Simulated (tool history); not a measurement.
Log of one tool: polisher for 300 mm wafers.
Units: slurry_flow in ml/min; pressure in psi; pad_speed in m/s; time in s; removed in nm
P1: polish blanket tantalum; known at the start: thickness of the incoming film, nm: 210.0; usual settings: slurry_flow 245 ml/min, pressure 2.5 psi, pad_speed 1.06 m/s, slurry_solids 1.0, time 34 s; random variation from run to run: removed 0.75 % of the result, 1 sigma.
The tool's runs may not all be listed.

Run 1, day 0.404: slurry_flow 245 ml/min, pressure 2.5 psi, pad_speed 1.06 m/s, slurry_solids 1.0, time 34 s. Result: removed 89.068 nm.
Run 2, day 0.775: slurry_flow 245 ml/min, pressure 2.5 psi, pad_speed 1.06 m/s, slurry_solids 1.0, time 34 s. Result: removed 87.855 nm.
Run 3, day 1.150: slurry_flow 365 ml/min, pressure 2.5 psi, pad_speed 1.06 m/s, slurry_solids 1.0, time 34 s. Result: removed 91.464 nm.
Run 4, day 1.592: slurry_flow 245 ml/min, pressure 2.5 psi, pad_speed 1.06 m/s, slurry_solids 1.0, time 34 s. Result: removed 89.405 nm.
Run 5, day 1.979: slurry_flow 245 ml/min, pressure 2.5 psi, pad_speed 1.06 m/s, slurry_solids 1.0, time 20 s. Result: removed 51.450 nm.
Run 6, day 2.408: slurry_flow 305 ml/min, pressure 2.5 psi, pad_speed 1.06 m/s, slurry_solids 1.0, time 16 s. Result: removed 42.828 nm.
Run 7, day 2.838: slurry_flow 245 ml/min, pressure 2.5 psi, pad_speed 1.06 m/s, slurry_solids 1.0, time 34 s. Result: removed 88.946 nm.
Run 8, day 3.158: slurry_flow 245 ml/min, pressure 2.5 psi, pad_speed 1.06 m/s, slurry_solids 1.0, time 34 s. Result: removed 88.832 nm.
Run 9, day 3.438: slurry_flow 165 ml/min, pressure 3.4 psi, pad_speed 1.06 m/s, slurry_solids 1.0, time 34 s. Result: removed 114.880 nm.
Run 10, day 3.696: slurry_flow 245 ml/min, pressure 2.5 psi, pad_speed 0.72 m/s, slurry_solids 1.0, time 34 s. Result: removed 60.569 nm.
Run 11, day 4.162: slurry_flow 245 ml/min, pressure 1.7 psi, pad_speed 1.06 m/s, slurry_solids 1.0, time 34 s. Result: removed 60.125 nm.
Run 12, day 4.529: slurry_flow 245 ml/min, pressure 2.5 psi, pad_speed 1.06 m/s, slurry_solids 1.0, time 47 s. Result: removed 122.920 nm.
At day 4.862: worn pad replaced by a new one.
Run 13, day 4.875: slurry_flow 245 ml/min, pressure 2.5 psi, pad_speed 1.06 m/s, slurry_solids 1.2, time 34 s. Result: removed 92.731 nm.
Run 14, day 5.396: slurry_flow 145 ml/min, pressure 2.5 psi, pad_speed 1.06 m/s, slurry_solids 1.0, time 34 s. Result: removed 81.270 nm.
Run 15, day 5.654: slurry_flow 245 ml/min, pressure 3.6 psi, pad_speed 1.06 m/s, slurry_solids 1.0, time 34 s. Result: removed 128.060 nm.
Run 16, day 6.071: slurry_flow 245 ml/min, pressure 2.5 psi, pad_speed 1.70 m/s, slurry_solids 1.0, time 34 s. Result: removed 140.920 nm.
Run 17, day 6.592: slurry_flow 245 ml/min, pressure 2.5 psi, pad_speed 1.06 m/s, slurry_solids 0.5, time 34 s. Result: removed 68.761 nm.
Run 18, day 6.871: slurry_flow 245 ml/min, pressure 2.5 psi, pad_speed 1.06 m/s, slurry_solids 1.0, time 34 s. Result: removed 88.664 nm.
Run 19, day 7.333: slurry_flow 245 ml/min, pressure 2.5 psi, pad_speed 1.06 m/s, slurry_solids 1.0, time 34 s. Result: removed 86.870 nm.
Run 20, day 7.754: slurry_flow 245 ml/min, pressure 2.5 psi, pad_speed 1.06 m/s, slurry_solids 1.0, time 34 s. Result: removed 85.662 nm.
Run 21, day 8.025: slurry_flow 245 ml/min, pressure 2.5 psi, pad_speed 1.06 m/s, slurry_solids 1.0, time 34 s. Result: removed 82.016 nm.
Run 22, day 8.542: slurry_flow 245 ml/min, pressure 2.5 psi, pad_speed 1.06 m/s, slurry_solids 1.0, time 34 s. Result: removed 81.278 nm.
Run 23, day 8.967: slurry_flow 245 ml/min, pressure 2.5 psi, pad_speed 1.06 m/s, slurry_solids 1.0, time 34 s. Result: removed 80.522 nm.
At day 9.175: slurry nozzle cleaned.
Run 24, day 9.475: slurry_flow 245 ml/min, pressure 2.5 psi, pad_speed 1.06 m/s, slurry_solids 1.0, time 34 s. Result: removed 79.525 nm.
At day 9.567: worn pad replaced by a new one.
Run 25, day 9.975: slurry_flow 245 ml/min, pressure 2.5 psi, pad_speed 1.06 m/s, slurry_solids 1.0, time 34 s. Result: removed 80.301 nm.
Run 26, day 10.258: slurry_flow 245 ml/min, pressure 2.5 psi, pad_speed 1.06 m/s, slurry_solids 1.0, time 34 s. Result: removed 79.816 nm.

The next listed run, before its measurement:
Run 27, day 10.546: slurry_flow 245 ml/min, pressure 2.5 psi, pad_speed 1.06 m/s, slurry_solids 1.0, time 34 s. Result: removed ?.

removed: 78.961 nm

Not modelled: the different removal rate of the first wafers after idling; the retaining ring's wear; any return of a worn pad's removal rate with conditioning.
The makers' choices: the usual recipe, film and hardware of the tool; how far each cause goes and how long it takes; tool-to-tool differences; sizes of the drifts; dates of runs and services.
